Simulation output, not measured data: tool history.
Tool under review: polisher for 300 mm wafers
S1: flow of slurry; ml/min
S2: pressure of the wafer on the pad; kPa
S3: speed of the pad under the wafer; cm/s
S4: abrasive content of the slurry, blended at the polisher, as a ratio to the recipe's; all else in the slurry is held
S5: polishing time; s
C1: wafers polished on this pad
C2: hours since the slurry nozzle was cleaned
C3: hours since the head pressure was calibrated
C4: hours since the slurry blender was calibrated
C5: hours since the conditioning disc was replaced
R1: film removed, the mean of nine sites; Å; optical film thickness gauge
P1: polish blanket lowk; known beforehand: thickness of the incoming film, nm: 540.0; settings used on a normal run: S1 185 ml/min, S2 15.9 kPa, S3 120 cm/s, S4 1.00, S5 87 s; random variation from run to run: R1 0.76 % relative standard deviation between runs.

run   hour   S1    S2   S3    S4   S5    C1     C2     C3     C4     C5      R1
  1   11.3  185  15.9  120  1.00   87   348   79.6  452.5  147.1   40.9  503.89
  2   28.2  185  15.9  120  1.50   87   499   96.5  469.4  164.0   57.8  604.60
  3   43.4  185  15.9  120  1.00   87   634  111.7  484.6  179.2   73.0  508.90
  4   51.7  110  15.9  120  1.00   87   708  120.0  492.9  187.5   81.3  456.37
  5   60.0  185  15.9   90  1.00  121   781  128.3  501.2  195.8   89.6  557.66
  6   76.8  185  15.9  120  0.65   87   931  145.1  518.0  212.6  106.4  402.64
  7   93.9  185  15.9  120  1.00   87  1083  162.2  535.1  229.7  123.5  501.51
  8  104.9  185  24.8  120  1.00   87  1181  173.2  546.1  240.7  134.5  795.34
  9  113.8  185   7.6  120  1.00   87  1260  182.1  555.0  249.6  143.4  242.75
     118.0  -- slurry blender recalibrated
 10  127.8  255  15.9  182  1.00   87  1384  196.1  569.0    9.8  157.4  741.46
     128.0  -- conditioning disc replaced and pad reconditioned
 11  142.2  185  15.9  120  1.00  126  1512  210.5  583.4   24.2   14.2  743.83
 12  155.5  185  15.9  120  1.00   55  1631  223.8  596.7   37.5   27.5  319.41
 13  172.1  185  15.9  164  1.00   87  1778  240.4  613.3   54.1   44.1  647.23
 14  183.4  260  15.9  120  0.70   87  1879  251.7  624.6   65.4   55.4  447.07
 15  199.2  250  15.9  120  1.00   87  2019  267.5  640.4   81.2   71.2  522.45
 16  215.7  185  15.9  120  1.00   87  2166  284.0  656.9   97.7   87.7  501.80

What will run 17 give?
 17  225.3  185  15.9  62  1.00  87  2251  293.6  666.5  107.3  97.3   ?

R1: 300.95 Å
